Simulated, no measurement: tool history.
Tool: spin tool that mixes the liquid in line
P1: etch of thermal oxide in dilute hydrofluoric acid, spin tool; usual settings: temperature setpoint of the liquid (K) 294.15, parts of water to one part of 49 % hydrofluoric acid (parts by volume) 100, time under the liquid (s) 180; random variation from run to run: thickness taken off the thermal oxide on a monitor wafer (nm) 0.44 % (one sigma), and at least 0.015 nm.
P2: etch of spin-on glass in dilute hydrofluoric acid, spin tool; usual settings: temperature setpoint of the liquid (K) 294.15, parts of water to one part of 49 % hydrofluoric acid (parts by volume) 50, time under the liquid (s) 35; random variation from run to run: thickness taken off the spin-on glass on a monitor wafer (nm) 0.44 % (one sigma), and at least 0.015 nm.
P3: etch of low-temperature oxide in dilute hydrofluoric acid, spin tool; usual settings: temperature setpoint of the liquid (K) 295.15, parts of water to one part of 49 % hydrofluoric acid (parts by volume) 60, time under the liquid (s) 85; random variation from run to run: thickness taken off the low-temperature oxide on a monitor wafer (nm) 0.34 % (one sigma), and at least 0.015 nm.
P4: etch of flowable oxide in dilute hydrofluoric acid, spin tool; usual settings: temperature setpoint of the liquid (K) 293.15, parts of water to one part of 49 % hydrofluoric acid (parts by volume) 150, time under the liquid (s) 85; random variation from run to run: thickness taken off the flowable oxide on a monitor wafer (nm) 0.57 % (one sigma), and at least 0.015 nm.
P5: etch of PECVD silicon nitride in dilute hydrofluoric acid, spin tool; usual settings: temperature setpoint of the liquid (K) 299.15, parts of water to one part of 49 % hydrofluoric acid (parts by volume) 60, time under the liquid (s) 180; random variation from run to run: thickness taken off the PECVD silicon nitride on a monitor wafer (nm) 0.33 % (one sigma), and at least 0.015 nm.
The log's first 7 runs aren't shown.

run,hour,process that ran,temperature setpoint of the liquid (K),parts of water to one part of 49 % hydrofluoric acid (parts by volume),time under the liquid (s),hours since the thermometer was replaced,hours since the hydrofluoric acid flow meter was replaced,thickness taken off the thermal oxide on a monitor wafer (nm),thickness taken off the flowable oxide on a monitor wafer (nm),thickness taken off the spin-on glass on a monitor wafer (nm),thickness taken off the low-temperature oxide on a monitor wafer (nm),thickness taken off the PECVD silicon nitride on a monitor wafer (nm)
8,53.5,P4,293.15,45,85,943.9,1043.8,,78.7120,,,
9,63.1,P2,294.15,50,35,953.5,1053.4,,,15.528,,
10,71.1,P1,294.15,100,180,961.5,1061.4,7.9619,,,,
11,77.4,P3,291.15,60,85,967.8,1067.7,,,,41.469,
12,83.9,P4,293.15,150,85,974.3,1074.2,,20.8620,,,
13,88.5,P5,299.15,60,180,978.9,1078.8,,,,,11.3730
14,93.2,P4,290.15,150,85,983.6,1083.5,,18.4720,,,
15,102.0,P2,294.15,30,35,992.4,1092.3,,,26.517,,
16,111.9,P1,294.15,140,180,1002.3,1102.2,5.4574,,,,
17,121.0,P3,295.15,90,85,1011.4,1111.3,,,,31.293,
18,127.9,P1,290.15,100,180,1018.3,1118.2,6.7740,,,,
19,136.9,P1,294.15,45,180,1027.3,1127.2,18.8970,,,,
20,142.9,P1,300.65,100,180,1033.3,1133.2,10.2980,,,,
21,149.6,P5,299.15,60,50,1040.0,1139.9,,,,,3.1518
22,158.6,P2,294.15,50,60,1049.0,1148.9,,,26.678,,
23,165.2,P2,294.15,50,35,1055.6,1155.5,,,15.443,,
24,173.0,P5,291.15,60,180,1063.4,1163.3,,,,,6.5757
25,182.3,P1,294.15,100,180,1072.7,1172.6,7.9290,,,,
26,192.5,P1,294.15,100,360,1082.9,1182.8,15.9030,,,,
# hour 200.6: hydrofluoric acid flow meter replaced
27,202.3,P1,294.15,100,180,1092.7,1.8,7.8721,,,,
28,209.7,P5,299.15,30,180,1100.1,9.2,,,,,22.4280
29,219.1,P1,290.15,100,100,1109.5,18.6,3.7809,,,,
30,223.7,P1,294.15,100,180,1114.1,23.2,7.9422,,,,
31,230.4,P1,294.15,100,180,1120.8,29.9,7.9707,,,,
32,235.5,P1,294.15,100,180,1125.9,35.0,8.1568,,,,

Run 33 comes next. What will it give?
33,241.9,P1,294.15,100,180,1132.3,41.4,?,,,,

Run 33 gave thickness taken off the thermal oxide on a monitor wafer (nm) 8.2205.
